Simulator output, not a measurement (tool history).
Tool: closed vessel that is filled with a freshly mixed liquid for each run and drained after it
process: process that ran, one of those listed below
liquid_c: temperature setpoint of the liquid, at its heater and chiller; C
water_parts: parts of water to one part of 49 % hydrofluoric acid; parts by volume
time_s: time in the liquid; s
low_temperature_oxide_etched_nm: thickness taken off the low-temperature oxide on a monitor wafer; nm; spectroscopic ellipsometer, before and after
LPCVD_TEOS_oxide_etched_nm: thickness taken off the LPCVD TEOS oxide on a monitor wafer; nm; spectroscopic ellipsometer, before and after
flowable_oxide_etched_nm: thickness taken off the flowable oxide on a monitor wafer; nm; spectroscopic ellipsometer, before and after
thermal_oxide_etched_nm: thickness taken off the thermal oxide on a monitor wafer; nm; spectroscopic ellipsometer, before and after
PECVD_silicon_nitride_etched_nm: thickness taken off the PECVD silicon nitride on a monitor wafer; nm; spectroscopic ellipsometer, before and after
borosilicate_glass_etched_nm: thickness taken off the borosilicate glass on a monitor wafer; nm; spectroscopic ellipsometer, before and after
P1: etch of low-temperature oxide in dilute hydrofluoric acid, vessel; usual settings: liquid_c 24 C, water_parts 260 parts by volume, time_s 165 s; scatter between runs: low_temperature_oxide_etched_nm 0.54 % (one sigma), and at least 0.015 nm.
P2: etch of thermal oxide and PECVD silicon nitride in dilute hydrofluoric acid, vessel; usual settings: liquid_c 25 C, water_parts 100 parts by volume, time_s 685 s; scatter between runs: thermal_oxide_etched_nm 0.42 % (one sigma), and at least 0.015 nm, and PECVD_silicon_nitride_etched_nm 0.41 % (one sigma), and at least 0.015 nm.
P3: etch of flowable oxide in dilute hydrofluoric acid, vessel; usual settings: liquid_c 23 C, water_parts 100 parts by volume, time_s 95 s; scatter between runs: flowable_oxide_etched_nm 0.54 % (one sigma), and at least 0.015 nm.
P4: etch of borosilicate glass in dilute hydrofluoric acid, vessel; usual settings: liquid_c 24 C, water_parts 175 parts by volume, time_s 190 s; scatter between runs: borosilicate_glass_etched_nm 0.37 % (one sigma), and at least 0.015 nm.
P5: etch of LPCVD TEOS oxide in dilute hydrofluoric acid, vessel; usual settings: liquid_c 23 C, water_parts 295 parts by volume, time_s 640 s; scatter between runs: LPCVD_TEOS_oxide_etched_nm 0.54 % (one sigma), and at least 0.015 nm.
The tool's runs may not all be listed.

run	hour	process	liquid_c	water_parts	time_s	hours since the thermometer was replaced	hours since the hydrofluoric acid flow meter was replaced	low_temperature_oxide_etched_nm	LPCVD_TEOS_oxide_etched_nm	flowable_oxide_etched_nm	thermal_oxide_etched_nm	PECVD_silicon_nitride_etched_nm	borosilicate_glass_etched_nm
1	7.7	P1	24	260	165	524.9	1129.9	9.7193					
2	15.4	P5	23	525	640	532.6	1137.6		14.188				
3	21.1	P3	23	165	95	538.3	1143.3			15.305			
4	27.9	P1	24	260	165	545.1	1150.1	9.7237					
5	35.4	P2	25	100	685	552.6	1157.6				31.477	16.785	
6	41.3	P1	19.5	260	165	558.5	1163.5	8.2998					
7	46.4	P3	23	100	95	563.6	1168.6			27.255			
8	53.7	P5	23	295	640	570.9	1175.9		31.231				
9	59.6	P3	31.5	100	95	576.8	1181.8			37.628			
10	64.8	P1	24	260	165	582	1187	9.7287					
11	71.4	P1	24	260	315	588.6	1193.6	18.569					
12	77.6	P4	24	270	190	594.8	1199.8						17.028
13	85.2	P1	24	145	30	602.4	1207.4	3.5997					
14	93.6	P1	24	260	165	610.8	1215.8	9.7003					
15	98.4	P1	24	150	165	615.6	1220.6	19.119					
16	103.2	P2	17.5	100	685	620.4	1225.4				23.223	10.122	
17	110.9	P1	24	445	165	628.1	1233.1	4.8089					
18	116.3	P1	29	260	165	633.5	1238.5	11.464					
19	122	P4	24	175	190	639.2	1244.2						29.069
20	129.7	P2	25	100	30	646.9	1251.9				1.3785	0.73482	
21	134.8	P2	25	145	685	652	1257				20.571	11.533	
22	142.4	P5	23	295	640	659.6	1264.6		30.937				
23	146.1	P3	23	100	155	663.3	1268.3			44.359			
24	151.1	P5	30.5	295	640	668.3	1273.3		39.568				
25	156.3	P4	17	175	190	673.5	1278.5						22.139
26	160.5	P5	23	295	1130	677.7	1282.7		54.183				
27	164.8	P1	24	260	165	682	1287	9.8907					
28	170.3	P3	23	100	95	687.5	1292.5			27.145			
29	177.1	P4	24	175	305	694.3	1299.3						46.911
30	182.1	P1	24	260	30	699.3	1304.3	1.7805					
31	190.4	P1	27.5	260	295	707.6	1312.6	19.82					
32	198	P1	24	260	165	715.2	1320.2	9.7347					
33	205.3	P1	24	260	165	722.5	1327.5	10.159					
34	211.2	P1	24	260	165	728.4	1333.4	10.255					
35	215.4	P1	24	260	165	732.6	1337.6	10.463					
36	221.8	P1	24	260	165	739	1344	10.475					
37	228.7	P1	24	260	165	745.9	1350.9	10.533					
38	235.6	P1	24	260	165	752.8	1357.8	10.476					
39	240.5	P1	24	260	165	757.7	1362.7	10.505					

P1 no longer gives what it gave before; its output has crept away from where it was. The following 2 causes, each at its listed size, fit the log equally well:
A: liquid hotter than its thermometer reads (K) = 2.28
B: hydrofluoric acid flow above the setpoint (%) = 6.57
The drift started at roughly hour 198.

The check runs listed below each take one wafer, and their results are still question marks. Under which run would the listed causes lead to clearly different results?
check 1	245.4	P2	17.5	100	195						?	?	
check 2	245.4	P3	29.5	155	95					?			
check 3	245.4	P4	24	250	265								?
check 4	245.4	P5	29.5	295	1055				?				

What each check would give under each cause:
check	result	if A	if B
check 1	thermal_oxide_etched_nm	7.265	7.0878
check 1	PECVD_silicon_nitride_etched_nm	3.359	3.0537
check 2	flowable_oxide_etched_nm	22.775	22.66
check 3	borosilicate_glass_etched_nm	28.446	28.416
check 4	LPCVD_TEOS_oxide_etched_nm	68.381	69.114
How far apart the two closest causes lie, in the result that separates them most: check 1 9.53 %; check 2 0.5 %; check 3 0.11 %; check 4 1.07 %
Check 1 distinguishes between the causes, while the remaining checks would return nearly the same result for all of them.

Check 1 was then run and gave: thermal_oxide_etched_nm 7.053 nm; PECVD_silicon_nitride_etched_nm 3.0728 nm. Which cause is it?

The cause is B: hydrofluoric acid flow above the setpoint (%).
